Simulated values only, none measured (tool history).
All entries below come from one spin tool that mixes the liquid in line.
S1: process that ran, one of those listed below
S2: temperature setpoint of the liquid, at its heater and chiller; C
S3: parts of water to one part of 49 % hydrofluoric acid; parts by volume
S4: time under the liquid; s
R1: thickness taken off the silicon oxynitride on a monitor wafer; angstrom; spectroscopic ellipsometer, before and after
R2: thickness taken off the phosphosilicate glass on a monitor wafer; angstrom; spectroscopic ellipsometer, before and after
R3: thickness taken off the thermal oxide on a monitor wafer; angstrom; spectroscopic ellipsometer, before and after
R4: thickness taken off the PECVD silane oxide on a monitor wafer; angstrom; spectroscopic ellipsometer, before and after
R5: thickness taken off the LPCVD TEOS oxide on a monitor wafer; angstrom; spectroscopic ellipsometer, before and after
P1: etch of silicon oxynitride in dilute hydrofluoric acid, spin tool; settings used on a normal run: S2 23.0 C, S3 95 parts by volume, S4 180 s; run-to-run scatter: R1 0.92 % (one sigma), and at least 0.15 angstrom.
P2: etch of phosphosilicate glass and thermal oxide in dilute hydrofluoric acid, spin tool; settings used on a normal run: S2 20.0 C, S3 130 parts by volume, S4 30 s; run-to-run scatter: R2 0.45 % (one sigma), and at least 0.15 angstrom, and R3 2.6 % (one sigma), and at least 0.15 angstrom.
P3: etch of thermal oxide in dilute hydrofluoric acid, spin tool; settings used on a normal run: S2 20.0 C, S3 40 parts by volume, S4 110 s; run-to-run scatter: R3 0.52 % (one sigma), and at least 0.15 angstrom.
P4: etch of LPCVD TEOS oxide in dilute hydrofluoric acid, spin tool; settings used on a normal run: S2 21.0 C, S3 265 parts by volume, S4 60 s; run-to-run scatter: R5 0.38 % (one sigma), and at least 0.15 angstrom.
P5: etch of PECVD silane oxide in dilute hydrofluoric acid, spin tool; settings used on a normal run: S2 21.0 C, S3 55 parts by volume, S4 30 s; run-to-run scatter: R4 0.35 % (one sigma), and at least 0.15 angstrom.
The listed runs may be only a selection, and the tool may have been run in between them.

run	hour	S1	S2	S3	S4	R1	R2	R3	R4	R5
1	4.7	P1	23.0	95	180	27.6030				
2	8.3	P1	23.0	95	180	27.9650				
3	12.4	P1	27.5	95	90	17.2370				
4	16.6	P2	20.0	130	15		87.07	4.9162		
5	21.1	P1	18.5	95	180	22.6780				
6	23.4	P3	20.0	20	110			247.6900		
7	26.4	P1	23.0	50	180	55.1000				
8	28.9	P5	21.0	55	30				249.33	
9	31.4	P3	26.0	40	110			154.1000		
10	33.8	P1	27.0	95	180	33.4150				
11	36.8	P5	21.0	55	15				125.31	
12	40.7	P3	20.0	40	110			120.9100		
13	44.5	P5	17.0	55	30				211.35	
14	47.4	P3	20.0	40	60			65.1830		
15	49.8	P2	20.0	30	30		855.22	42.0190		
16	52.7	P1	19.5	130	180	16.9500				
17	56.6	P5	21.0	55	30				250.06	
18	58.9	P5	21.0	85	30				156.64	
19	62.5	P3	20.0	40	110			120.3200		
20	64.9	P1	23.0	165	180	15.5050				
21	69.0	P1	23.0	95	180	27.9150				
22	73.1	P4	21.0	265	115					145.320
23	77.4	P4	17.0	265	60					65.495
24	82.1	P1	23.0	95	355	54.5400				
25	85.5	P2	20.0	130	30		175.28	8.7628		
26	88.6	P1	23.0	95	180	28.0660				
27	91.6	P1	17.0	95	285	33.2090				
28	94.8	P1	23.0	95	15	2.4203				
29	98.0	P1	23.0	95	180	28.1250				
30	100.6	P1	23.0	95	180	27.6880				
31	104.9	P4	21.0	265	60					76.256
32	109.1	P2	28.0	130	30		239.38	12.5300		
33	111.9	P4	21.0	50	60					509.670
34	116.1	P1	23.0	95	180	27.6810				
35	118.3	P1	23.0	95	180	28.5280				
36	122.5	P1	23.0	95	180	29.2620				
37	126.3	P1	23.0	95	180	29.9650				
38	128.5	P1	23.0	95	180	30.4550				
39	132.8	P1	23.0	95	180	31.1020				
40	136.4	P1	23.0	95	180	30.3480				
41	139.5	P1	23.0	95	180	31.2290				
42	143.1	P1	23.0	95	180	30.6080				
43	147.4	P1	23.0	95	180	30.5340				
44	151.5	P1	23.0	95	180	30.8880				

Compared with where it was, what P1 gives has crept away. Each cause listed below fits the log as well as the rest, at the size given for it:
A: hydrofluoric acid flow above the setpoint (%) = 10.2
B: liquid hotter than its thermometer reads (K) = 2.2
The drift started at roughly hour 116.1.

The check runs listed below each take one wafer, and their results are still question marks. Under which run would the listed causes lead to clearly different results?
check 1	155.6	P5	17.0	55	30				?	
check 2	155.6	P2	20.0	35	15		?	?		
check 3	155.6	P4	18.0	265	105					?
check 4	155.6	P3	20.0	25	110			?		

What each check would give under each cause:
check	result	if A	if B
check 1	R4	233.80	231.89
check 2	R2	401.59	398.63
check 2	R3	20.4570	20.3070
check 3	R5	134.320	129.540
check 4	R3	216.3300	215.1900
Distance between the nearest two causes, measured in the result of the check that separates them most: check 1 0.82 %; check 2 0.74 %; check 3 3.62 %; check 4 0.53 %
Check 3 is the one run that separates the causes; every other check would come out nearly the same whichever cause is at work.

Running check 3 produced the following: R5 129.810 angstrom. Which one of the listed causes fits?

Of the candidate causes, it is B: liquid hotter than its thermometer reads (K).

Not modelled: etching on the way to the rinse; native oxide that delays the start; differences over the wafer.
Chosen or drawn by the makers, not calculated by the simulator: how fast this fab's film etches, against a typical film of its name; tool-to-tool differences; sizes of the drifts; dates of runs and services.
